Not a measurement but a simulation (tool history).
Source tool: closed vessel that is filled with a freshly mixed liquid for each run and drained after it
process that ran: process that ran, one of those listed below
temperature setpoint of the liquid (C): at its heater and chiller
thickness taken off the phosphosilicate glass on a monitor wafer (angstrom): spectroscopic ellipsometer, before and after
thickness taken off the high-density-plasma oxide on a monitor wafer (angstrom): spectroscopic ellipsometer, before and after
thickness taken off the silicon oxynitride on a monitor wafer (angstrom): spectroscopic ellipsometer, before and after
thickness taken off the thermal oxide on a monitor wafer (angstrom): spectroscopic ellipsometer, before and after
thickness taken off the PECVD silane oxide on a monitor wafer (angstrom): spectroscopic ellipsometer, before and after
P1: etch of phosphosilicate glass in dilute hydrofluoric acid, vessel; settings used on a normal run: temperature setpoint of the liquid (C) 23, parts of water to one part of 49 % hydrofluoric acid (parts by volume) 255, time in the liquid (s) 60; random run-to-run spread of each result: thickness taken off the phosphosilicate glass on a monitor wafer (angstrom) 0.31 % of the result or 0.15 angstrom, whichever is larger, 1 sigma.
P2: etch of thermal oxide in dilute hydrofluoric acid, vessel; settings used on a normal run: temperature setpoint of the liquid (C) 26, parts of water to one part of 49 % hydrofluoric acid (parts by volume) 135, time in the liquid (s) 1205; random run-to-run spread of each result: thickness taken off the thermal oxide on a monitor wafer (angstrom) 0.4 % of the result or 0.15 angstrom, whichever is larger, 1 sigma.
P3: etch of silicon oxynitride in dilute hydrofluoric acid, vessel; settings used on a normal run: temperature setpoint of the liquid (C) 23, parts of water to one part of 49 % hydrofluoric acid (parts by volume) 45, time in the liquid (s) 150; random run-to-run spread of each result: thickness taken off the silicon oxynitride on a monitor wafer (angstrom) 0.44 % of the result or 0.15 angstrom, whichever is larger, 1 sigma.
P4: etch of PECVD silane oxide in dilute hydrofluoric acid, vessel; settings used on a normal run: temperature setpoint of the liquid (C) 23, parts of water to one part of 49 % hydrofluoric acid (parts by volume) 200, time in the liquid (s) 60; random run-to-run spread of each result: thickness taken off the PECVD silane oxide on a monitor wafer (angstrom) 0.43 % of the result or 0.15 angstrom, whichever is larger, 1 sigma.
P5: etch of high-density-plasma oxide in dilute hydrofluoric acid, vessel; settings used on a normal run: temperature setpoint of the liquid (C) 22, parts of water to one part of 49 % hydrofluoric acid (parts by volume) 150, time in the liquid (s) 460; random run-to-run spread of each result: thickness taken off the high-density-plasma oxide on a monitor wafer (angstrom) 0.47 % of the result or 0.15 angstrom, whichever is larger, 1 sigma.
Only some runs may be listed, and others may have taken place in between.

run   hour  process that ran  temperature setpoint of the liquid (C)  parts of water to one part of 49 % hydrofluoric acid (parts by volume)  time in the liquid (s)  hours since the thermometer was replaced  hours since the hydrofluoric acid flow meter was replaced  thickness taken off the phosphosilicate glass on a monitor wafer (angstrom)  thickness taken off the high-density-plasma oxide on a monitor wafer (angstrom)  thickness taken off the silicon oxynitride on a monitor wafer (angstrom)  thickness taken off the thermal oxide on a monitor wafer (angstrom)  thickness taken off the PECVD silane oxide on a monitor wafer (angstrom)
  1      6                P1                                      23                                                                     255                      60                                     522.6                                                      524.2                                                                       244.23
  2   14.5                P5                                      22                                                                     150                     460                                     531.1                                                      532.7                                                                                                                                                        140.06
  3   20.5                P1                                      23                                                                     445                     110                                     537.1                                                      538.7                                                                       215.86
  4   27.2                P3                                      23                                                                      25                     150                                     543.8                                                      545.4                                                                                                                                                                                                                                  86.621
  5   34.1                P2                                      21                                                                     135                    1205                                     550.7                                                      552.3                                                                                                                                                                                                                                                                                                       347.59
  6   40.2                P5                                    29.5                                                                     150                     460                                     556.8                                                      558.4                                                                                                                                                         183.6
  7   47.3                P5                                      22                                                                     150                     460                                     563.9                                                      565.5                                                                                                                                                        139.32
  8   51.1                P4                                      23                                                                     200                      60                                     567.7                                                      569.3                                                                                                                                                                                                                                                                                                                                                                                 65.448
  9   58.8                P5                                      22                                                                     150                      55                                     575.4                                                        577                                                                                                                                                        16.629
 10   64.5                P4                                      23                                                                     110                      60                                     581.1                                                      582.7                                                                                                                                                                                                                                                                                                                                                                                 131.41
 11   70.1                P4                                      23                                                                     200                     115                                     586.7                                                      588.3                                                                                                                                                                                                                                                                                                                                                                                 125.06
 12   75.4                P1                                      23                                                                     255                      60                                       592                                                      593.6                                                                       244.29
 13   80.4                P4                                      28                                                                     200                      60                                       597                                                      598.6                                                                                                                                                                                                                                                                                                                                                                                 78.432
 14   88.4                P1                                      23                                                                     255                      60                                       605                                                      606.6                                                                       243.58
 15   95.9                P1                                      29                                                                     255                      60                                     612.5                                                      614.1                                                                       301.66
 16  102.8                P2                                      26                                                                     135                    2180                                     619.4                                                        621                                                                                                                                                                                                                                                                                                       762.28
 17  108.7                P1                                      23                                                                      60                      60                                     625.3                                                      626.9                                                                         1293
 18    116                P5                                      22                                                                     250                     460                                     632.6                                                      634.2                                                                                                                                                        75.577
 19  124.2                P3                                      23                                                                      45                     280                                     640.8                                                      642.4                                                                                                                                                                                                                                   89.21
 20  128.3                P3                                      23                                                                      45                     150                                     644.9                                                      646.5                                                                                                                                                                                                                                  47.258
 21  132.6                P4                                      23                                                                     200                      60                                     649.2                                                      650.8                                                                                                                                                                                                                                                                                                                                                                                 65.772
 22  139.6                P1                                      23                                                                     255                      60                                     656.2                                                      657.8                                                                       245.44
 23    145                P3                                      30                                                                      45                     150                                     661.6                                                      663.2                                                                                                                                                                                                                                  66.827
 24    152                P1                                      23                                                                     255                      30                                     668.6                                                      670.2                                                                        122.1
 25  160.1                P1                                      23                                                                     255                      85                                     676.7                                                      678.3                                                                       345.36
     164.3  -- hydrofluoric acid flow meter replaced
 26  166.6                P1                                      23                                                                     450                      60                                     683.2                                                        2.4                                                                       116.22
 27  173.7                P1                                      19                                                                     255                      60                                     690.3                                                        9.5                                                                       209.79
 28  179.3                P2                                      26                                                                     135                    1205                                     695.9                                                       15.1                                                                                                                                                                                                                                                                                                       422.93
 29  183.7                P2                                      26                                                                     250                    1205                                     700.3                                                       19.5                                                                                                                                                                                                                                                                                                       201.59
 30  188.9                P1                                      23                                                                     255                      60                                     705.5                                                       24.7                                                                       244.48
 31  193.3                P1                                      23                                                                     255                      60                                     709.9                                                       29.1                                                                       238.47
 32  200.4                P1                                      23                                                                     255                      60                                       717                                                       36.2                                                                       233.79
 33  209.1                P1                                      23                                                                     255                      60                                     725.7                                                       44.9                                                                       229.85
 34  216.2                P1                                      23                                                                     255                      60                                     732.8                                                         52                                                                       228.78
 35  222.4                P1                                      23                                                                     255                      60                                       739                                                       58.2                                                                       227.12
 36  230.1                P1                                      23                                                                     255                      60                                     746.7                                                       65.9                                                                       227.67
 37  234.3                P1                                      23                                                                     255                      60                                     750.9                                                       70.1                                                                       229.06

P1 has crept away from where it was. The log is fitted equally well by each of these 2 causes, at the sizes shown:
A: hydrofluoric acid flow below the setpoint (%) = 5.22
B: liquid colder than its thermometer reads (K) = 1.85
Creep in the process output first set in at about hour 188.9.

Each of the 4 check runs below uses one wafer; its results are left as question marks. Which run tells the causes apart?
check 1  238.5                P4                                    26.5                                                                     200                     100                                                                                                                                                                                                                                                                                                                                                                                                                                                                                           ?
check 2  238.5                P5                                    29.5                                                                     225                     460                                                                                                                                                                                                                                                                  ?
check 3  238.5                P3                                      30                                                                      25                     150                                                                                                                                                                                                                                                                                                                                            ?
check 4  238.5                P2                                      26                                                                     220                    1205                                                                                                                                                                                                                                                                                                                                                                                                                 ?

What every check run would give for each of its results, assuming each possible cause in turn:
  check                                                                           result    if A    if B
check 1         thickness taken off the PECVD silane oxide on a monitor wafer (angstrom)  116.06  115.92
check 2  thickness taken off the high-density-plasma oxide on a monitor wafer (angstrom)  104.89  105.34
check 3         thickness taken off the silicon oxynitride on a monitor wafer (angstrom)  116.08  112.22
check 4              thickness taken off the thermal oxide on a monitor wafer (angstrom)  220.09  220.14
Distance between the nearest two causes, measured in the result of the check that separates them most: check 1 0.12 %; check 2 0.43 %; check 3 3.38 %; check 4 0.02 %
The other checks would show nearly matching results whichever cause is true, so check 3 is the only one that separates the causes.

The results of check 3 are: thickness taken off the silicon oxynitride on a monitor wafer (angstrom) 112.1. Based on these, which of the listed causes is it?

The correct cause is B, namely: liquid colder than its thermometer reads (K).
